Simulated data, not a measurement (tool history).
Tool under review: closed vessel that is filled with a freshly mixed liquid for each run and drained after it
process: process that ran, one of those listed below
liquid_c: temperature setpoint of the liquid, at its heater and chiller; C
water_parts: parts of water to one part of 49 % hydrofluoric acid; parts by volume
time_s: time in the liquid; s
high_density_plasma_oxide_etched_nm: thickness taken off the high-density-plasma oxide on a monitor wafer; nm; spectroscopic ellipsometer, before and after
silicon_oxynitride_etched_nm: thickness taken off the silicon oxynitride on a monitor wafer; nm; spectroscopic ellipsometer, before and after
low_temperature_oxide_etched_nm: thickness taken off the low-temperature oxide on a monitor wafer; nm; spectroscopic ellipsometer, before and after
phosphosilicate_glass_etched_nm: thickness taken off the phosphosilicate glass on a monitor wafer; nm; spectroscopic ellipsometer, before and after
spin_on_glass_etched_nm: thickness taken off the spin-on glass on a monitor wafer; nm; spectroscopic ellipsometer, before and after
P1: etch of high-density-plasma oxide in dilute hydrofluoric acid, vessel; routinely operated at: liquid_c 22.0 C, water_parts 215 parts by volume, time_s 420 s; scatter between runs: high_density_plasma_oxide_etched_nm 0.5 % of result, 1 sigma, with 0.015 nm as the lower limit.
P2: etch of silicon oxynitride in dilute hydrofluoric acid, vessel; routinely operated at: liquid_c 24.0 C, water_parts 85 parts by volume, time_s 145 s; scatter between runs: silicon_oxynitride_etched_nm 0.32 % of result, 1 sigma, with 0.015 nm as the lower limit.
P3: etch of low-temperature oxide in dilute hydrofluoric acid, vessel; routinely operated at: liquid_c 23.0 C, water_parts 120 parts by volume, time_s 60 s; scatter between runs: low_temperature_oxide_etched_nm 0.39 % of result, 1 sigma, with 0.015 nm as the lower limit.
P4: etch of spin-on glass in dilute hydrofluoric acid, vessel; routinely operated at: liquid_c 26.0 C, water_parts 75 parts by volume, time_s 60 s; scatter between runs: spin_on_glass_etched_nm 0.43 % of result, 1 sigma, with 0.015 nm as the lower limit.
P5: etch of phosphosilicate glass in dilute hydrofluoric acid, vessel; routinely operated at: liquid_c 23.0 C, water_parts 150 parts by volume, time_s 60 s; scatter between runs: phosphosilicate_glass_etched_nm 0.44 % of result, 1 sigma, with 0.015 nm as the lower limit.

run    day  process  liquid_c  water_parts  time_s  hours since the thermometer was replaced  hours since the hydrofluoric acid flow meter was replaced  high_density_plasma_oxide_etched_nm  silicon_oxynitride_etched_nm  low_temperature_oxide_etched_nm  phosphosilicate_glass_etched_nm  spin_on_glass_etched_nm
  1  0.300       P1      22.0          215     420                                     823.2                                                      302.8                               9.5574
  2  0.562       P1      22.0          345     230                                     829.5                                                      309.1                               2.8837
  3  0.862       P2      28.5           85     145                                     836.7                                                      316.3                                                             9.2425
  4  1.121       P3      23.0          120     105                                     842.9                                                      322.5                                                                                             21.1780
  5  1.421       P1      17.0          215     420                                     850.1                                                      329.7                               7.9490
  6  1.708       P1      22.0          215     420                                     857.0                                                      336.6                               9.6939
  7  1.946       P1      22.0          395     420                                     862.7                                                      342.3                               4.4498
  8  2.196       P1      22.0          130     420                                     868.7                                                      348.3                              17.4110
  9  2.508       P5      23.0          150     110                                     876.2                                                      355.8                                                                                                                               71.986
 10  2.704       P4      26.0           75      60                                     880.9                                                      360.5                                                                                                                                                        28.107
 11  3.008       P1      27.5          215     420                                     888.2                                                      367.8                              11.6650
 12  3.146       P3      23.0          195      60                                     891.5                                                      371.1                                                                                              6.8571
 13  3.325       P1      22.0          215     100                                     895.8                                                      375.4                               2.3052
 14  3.467       P1      22.0          215     420                                     899.2                                                      378.8                               9.5709
 15  3.642       P4      26.0           75      60                                     903.4                                                      383.0                                                                                                                                                        27.562
 16  3.879       P4      26.0          130      60                                     909.1                                                      388.7                                                                                                                                                        14.806
 17  4.179       P2      24.0           85     145                                     916.3                                                      395.9                                                             7.4645
 18  4.412       P1      22.0          215     420                                     921.9                                                      401.5                               9.6422
 19  4.654       P5      23.0          150      60                                     927.7                                                      407.3                                                                                                                               39.597
 20  4.904       P2      24.0           85     145                                     933.7                                                      413.3                                                             7.5044
 21  5.208       P2      24.0           85     240                                     941.0                                                      420.6                                                            12.4430
 22  5.429       P5      23.0          265      60                                     946.3                                                      425.9                                                                                                                               19.823
 23  5.625       P1      22.0          215     655                                     951.0                                                      430.6                              14.9880

What does the tool deliver on the next run?
 24  5.838       P1      17.0           70     420                                     956.1                                                      435.7                                    ?

{"run 24": {"high_density_plasma_oxide_etched_nm": 28.065}}
